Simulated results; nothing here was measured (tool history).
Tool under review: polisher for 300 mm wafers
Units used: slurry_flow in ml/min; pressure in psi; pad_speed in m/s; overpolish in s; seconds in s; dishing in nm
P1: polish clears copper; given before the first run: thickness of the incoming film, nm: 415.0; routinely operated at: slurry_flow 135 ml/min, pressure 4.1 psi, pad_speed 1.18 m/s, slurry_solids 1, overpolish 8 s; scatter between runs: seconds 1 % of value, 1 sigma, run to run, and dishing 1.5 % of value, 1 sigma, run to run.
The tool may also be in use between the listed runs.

| run | hour | slurry_flow | pressure | pad_speed | slurry_solids | overpolish | seconds | dishing |
|---|---|---|---|---|---|---|---|---|
| 1 | 7.5 | 135 | 4.1 | 1.18 | 1 | 8 | 85.078 | 19.751 |
| 2 | 15 | 135 | 5.5 | 0.7 | 1 | 8 | 105.07 | 16.69 |
| 3 | 21.9 | 170 | 4.1 | 1.18 | 1 | 8 | 81.923 | 20.46 |
| 4 | 26.3 | 135 | 4.1 | 1.18 | 1 | 8 | 84.764 | 19.642 |
| 5 | 32.2 | 135 | 4.1 | 1.18 | 1 | 12 | 85.873 | 23.008 |
| 6 | 38.8 | 135 | 6.3 | 1.18 | 1 | 8 | 55.916 | 24.77 |
| 7 | 45.4 | 105 | 4.1 | 1.18 | 1 | 3 | 89.777 | 9.2172 |
| 8 | 54.6 | 135 | 4.1 | 0.74 | 1 | 8 | 135.52 | 14.025 |
| 9 | 63.1 | 135 | 4.1 | 1.18 | 1 | 2 | 84.902 | 6.7419 |
| 10 | 68.7 | 135 | 4.1 | 1.84 | 1 | 8 | 54.36 | 24.274 |
| 11 | 74.3 | 135 | 4.1 | 1.18 | 1 | 8 | 85.733 | 19.592 |
| 12 | 83.4 | 135 | 4.1 | 1.18 | 0.65 | 8 | 92.969 | 18.344 |
| 13 | 91.4 | 135 | 1.9 | 1.18 | 1 | 8 | 181.47 | 11.4 |
| 14 | 97.6 | 135 | 4.1 | 1.18 | 1.45 | 8 | 78.38 | 20.97 |
| 15 | 102.3 | 80 | 4.1 | 1.18 | 1 | 8 | 97.286 | 18.113 |
| 16 | 108.4 | 135 | 4.1 | 1.18 | 1 | 8 | 84.762 | 19.464 |
| 17 | 117.3 | 135 | 4.1 | 1.18 | 1 | 8 | 86.332 | 19.463 |
| 18 | 124.7 | 135 | 4.1 | 1.18 | 1 | 8 | 85.932 | 19.783 |
| 19 | 131.2 | 135 | 4.1 | 1.18 | 1 | 8 | 87.124 | 19.471 |
| 20 | 137.2 | 135 | 4.1 | 1.18 | 1 | 8 | 89.175 | 19.46 |
| 21 | 144 | 135 | 4.1 | 1.18 | 1 | 8 | 88.737 | 18.661 |
| 22 | 150.9 | 135 | 4.1 | 1.18 | 1 | 8 | 90.577 | 18.569 |

Run 23 is up next; what results do you expect?
| 23 | 157.3 | 135 | 4.1 | 1.18 | 1 | 8 | ? | ? |

seconds: 89.768 s
dishing: 18.796 nm

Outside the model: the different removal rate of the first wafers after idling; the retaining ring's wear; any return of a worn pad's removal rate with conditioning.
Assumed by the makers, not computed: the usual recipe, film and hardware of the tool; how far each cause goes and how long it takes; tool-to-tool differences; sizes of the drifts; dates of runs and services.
